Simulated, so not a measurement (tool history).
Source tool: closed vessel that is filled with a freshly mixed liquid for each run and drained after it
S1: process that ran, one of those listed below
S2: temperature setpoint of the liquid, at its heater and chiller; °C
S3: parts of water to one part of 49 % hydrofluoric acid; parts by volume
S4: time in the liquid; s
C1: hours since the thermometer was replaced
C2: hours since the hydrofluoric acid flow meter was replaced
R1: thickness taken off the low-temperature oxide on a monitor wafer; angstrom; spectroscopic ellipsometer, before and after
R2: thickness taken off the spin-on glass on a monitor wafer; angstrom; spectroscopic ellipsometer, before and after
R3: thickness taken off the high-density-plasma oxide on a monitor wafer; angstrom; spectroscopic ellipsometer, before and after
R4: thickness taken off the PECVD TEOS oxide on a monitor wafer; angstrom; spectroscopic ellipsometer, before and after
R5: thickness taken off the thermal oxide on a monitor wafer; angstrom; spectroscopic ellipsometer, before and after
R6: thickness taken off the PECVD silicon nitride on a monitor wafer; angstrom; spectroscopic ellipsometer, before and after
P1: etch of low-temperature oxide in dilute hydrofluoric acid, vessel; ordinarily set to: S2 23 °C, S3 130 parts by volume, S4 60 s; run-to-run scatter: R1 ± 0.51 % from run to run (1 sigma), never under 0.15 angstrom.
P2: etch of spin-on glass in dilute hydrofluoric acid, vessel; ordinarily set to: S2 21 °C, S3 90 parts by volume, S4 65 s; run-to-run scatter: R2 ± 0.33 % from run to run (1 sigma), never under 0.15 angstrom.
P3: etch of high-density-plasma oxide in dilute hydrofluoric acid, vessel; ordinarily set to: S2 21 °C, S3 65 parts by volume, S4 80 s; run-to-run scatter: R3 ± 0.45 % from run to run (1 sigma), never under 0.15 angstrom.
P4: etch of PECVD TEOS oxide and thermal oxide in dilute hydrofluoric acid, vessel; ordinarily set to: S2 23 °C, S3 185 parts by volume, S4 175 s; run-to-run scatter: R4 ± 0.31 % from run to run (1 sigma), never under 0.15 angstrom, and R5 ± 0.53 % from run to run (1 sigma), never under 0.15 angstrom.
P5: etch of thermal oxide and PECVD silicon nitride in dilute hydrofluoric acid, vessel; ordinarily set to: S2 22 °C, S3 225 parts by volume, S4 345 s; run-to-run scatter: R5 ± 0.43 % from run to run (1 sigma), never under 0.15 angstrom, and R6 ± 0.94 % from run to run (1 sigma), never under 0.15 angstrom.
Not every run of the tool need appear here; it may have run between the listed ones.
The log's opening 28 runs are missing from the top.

run   hour  S1  S2   S3   S4      C1     C2       R1  R2  R3       R4       R5  R6
 29  228.1  P4  28  185  175   953.0  146.4                   221.590  45.1490
 30  234.0  P1  23   55   60   958.9  152.3  332.530
 31  240.2  P1  23  130   60   965.1  158.5  129.290
 32  246.4  P1  23  130   60   971.3  164.7  127.730
 33  251.1  P1  23  130   60   976.0  169.4  123.060
 34  256.1  P1  23  130   60   981.0  174.4  122.610
 35  262.9  P1  23  130   60   987.8  181.2  122.940
 36  270.5  P1  23  130   60   995.4  188.8  121.930
 37  279.1  P1  23  130   60  1004.0  197.4  120.510
 38  286.4  P1  23  130   60  1011.3  204.7  121.220
 39  291.6  P1  23  130   60  1016.5  209.9  120.490
 40  298.2  P1  23  130   60  1023.1  216.5  120.450
 41  304.7  P1  23  130   60  1029.6  223.0  121.900

Expected results for the next run?
 42  314.8  P1  23  130  60  1039.7  233.1   ?

R1: 120.390 angstrom
